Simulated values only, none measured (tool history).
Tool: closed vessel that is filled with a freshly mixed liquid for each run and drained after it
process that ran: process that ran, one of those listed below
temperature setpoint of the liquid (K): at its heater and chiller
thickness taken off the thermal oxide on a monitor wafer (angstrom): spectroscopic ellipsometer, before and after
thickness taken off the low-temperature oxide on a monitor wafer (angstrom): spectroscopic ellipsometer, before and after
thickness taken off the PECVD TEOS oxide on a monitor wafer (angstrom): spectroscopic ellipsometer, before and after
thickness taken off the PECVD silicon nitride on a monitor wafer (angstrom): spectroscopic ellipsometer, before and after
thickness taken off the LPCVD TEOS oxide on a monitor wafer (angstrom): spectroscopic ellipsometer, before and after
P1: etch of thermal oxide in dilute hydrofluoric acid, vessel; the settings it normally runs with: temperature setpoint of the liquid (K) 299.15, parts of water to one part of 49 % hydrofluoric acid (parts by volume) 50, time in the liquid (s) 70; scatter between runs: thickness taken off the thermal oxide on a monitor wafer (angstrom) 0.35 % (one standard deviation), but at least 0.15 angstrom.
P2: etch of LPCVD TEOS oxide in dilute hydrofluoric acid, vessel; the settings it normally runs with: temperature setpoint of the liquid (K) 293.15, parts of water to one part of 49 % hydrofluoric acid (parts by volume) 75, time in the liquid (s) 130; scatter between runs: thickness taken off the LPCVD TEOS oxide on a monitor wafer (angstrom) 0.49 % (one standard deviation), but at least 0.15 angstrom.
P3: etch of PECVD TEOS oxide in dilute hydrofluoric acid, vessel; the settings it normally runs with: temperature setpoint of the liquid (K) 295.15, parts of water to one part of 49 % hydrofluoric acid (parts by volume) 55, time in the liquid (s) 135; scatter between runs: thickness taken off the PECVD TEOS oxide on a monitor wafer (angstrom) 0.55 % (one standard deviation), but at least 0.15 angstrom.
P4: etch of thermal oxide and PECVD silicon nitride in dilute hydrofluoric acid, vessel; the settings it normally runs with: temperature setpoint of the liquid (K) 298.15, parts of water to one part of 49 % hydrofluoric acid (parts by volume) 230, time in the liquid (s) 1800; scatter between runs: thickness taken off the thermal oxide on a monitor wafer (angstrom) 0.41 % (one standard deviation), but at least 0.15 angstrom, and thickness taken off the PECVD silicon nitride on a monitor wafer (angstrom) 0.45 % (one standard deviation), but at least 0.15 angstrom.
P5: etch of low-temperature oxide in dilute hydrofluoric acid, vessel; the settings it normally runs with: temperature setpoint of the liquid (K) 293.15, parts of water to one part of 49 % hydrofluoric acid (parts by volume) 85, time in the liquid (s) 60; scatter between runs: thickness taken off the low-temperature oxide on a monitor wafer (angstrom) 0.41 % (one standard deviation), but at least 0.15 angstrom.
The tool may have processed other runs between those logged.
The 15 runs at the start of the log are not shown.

run    day  process that ran  temperature setpoint of the liquid (K)  parts of water to one part of 49 % hydrofluoric acid (parts by volume)  time in the liquid (s)  hours since the thermometer was replaced  hours since the hydrofluoric acid flow meter was replaced  thickness taken off the thermal oxide on a monitor wafer (angstrom)  thickness taken off the low-temperature oxide on a monitor wafer (angstrom)  thickness taken off the PECVD TEOS oxide on a monitor wafer (angstrom)  thickness taken off the PECVD silicon nitride on a monitor wafer (angstrom)  thickness taken off the LPCVD TEOS oxide on a monitor wafer (angstrom)
 16  4.475                P3                                  295.15                                                                      55                     135                                     392.7                                                      297.5                                                                                                                                                                                                                    276.05
 17  4.658                P1                                  299.15                                                                      50                      70                                     397.1                                                      301.9                                                               74.007
 18  4.904                P2                                  293.15                                                                      75                     130                                       403                                                      307.8                                                                                                                                                                                                                                                                                                                                                                         361.88
 19  5.192                P1                                  299.15                                                                      30                      70                                     409.9                                                      314.7                                                               127.08
 20  5.375                P5                                  293.15                                                                      85                      60                                     414.3                                                      319.1                                                                                                                                            119.92
 21  5.546                P1                                  294.65                                                                      50                      70                                     418.4                                                      323.2                                                               61.341
 22  5.779                P1                                  299.15                                                                      50                      70                                       424                                                      328.8                                                                73.95
 23  6.079                P1                                  299.15                                                                      25                      35                                     431.2                                                        336                                                               76.381
 24  6.367                P4                                  298.15                                                                     230                    1800                                     438.1                                                      342.9                                                               321.75                                                                                                                                                                                                                            476.68
 25  6.654                P1                                  299.15                                                                      80                      70                                       445                                                      349.8                                                               44.504
 26  6.992                P2                                  290.15                                                                      75                     130                                     453.1                                                      357.9                                                                                                                                                                                                                                                                                                                                                                         317.89
 27    7.2                P4                                  298.15                                                                     230                    2915                                     458.1                                                      362.9                                                               523.39                                                                                                                                                                                                                            778.99
 28  7.396                P2                                  293.15                                                                      75                     130                                     462.8                                                      367.6                                                                                                                                                                                                                                                                                                                                                                         362.72
 29    7.7                P2                                  293.15                                                                      75                     195                                     470.1                                                      374.9                                                                                                                                                                                                                                                                                                                                                                         546.02
 30  7.954                P4                                  298.15                                                                     395                    1800                                     476.2                                                        381                                                               159.31                                                                                                                                                                                                                            277.06
 31  8.296                P5                                  300.15                                                                      85                      60                                     484.4                                                      389.2                                                                                                                                            159.14

Run 32 comes next. What will it give?
 32  8.504                P2                                  293.15                                                                     140                     130                                     489.4                                                      394.2                                                                                                                                                                                                                                                                                                                                                                              ?

thickness taken off the LPCVD TEOS oxide on a monitor wafer (angstrom): 180.5

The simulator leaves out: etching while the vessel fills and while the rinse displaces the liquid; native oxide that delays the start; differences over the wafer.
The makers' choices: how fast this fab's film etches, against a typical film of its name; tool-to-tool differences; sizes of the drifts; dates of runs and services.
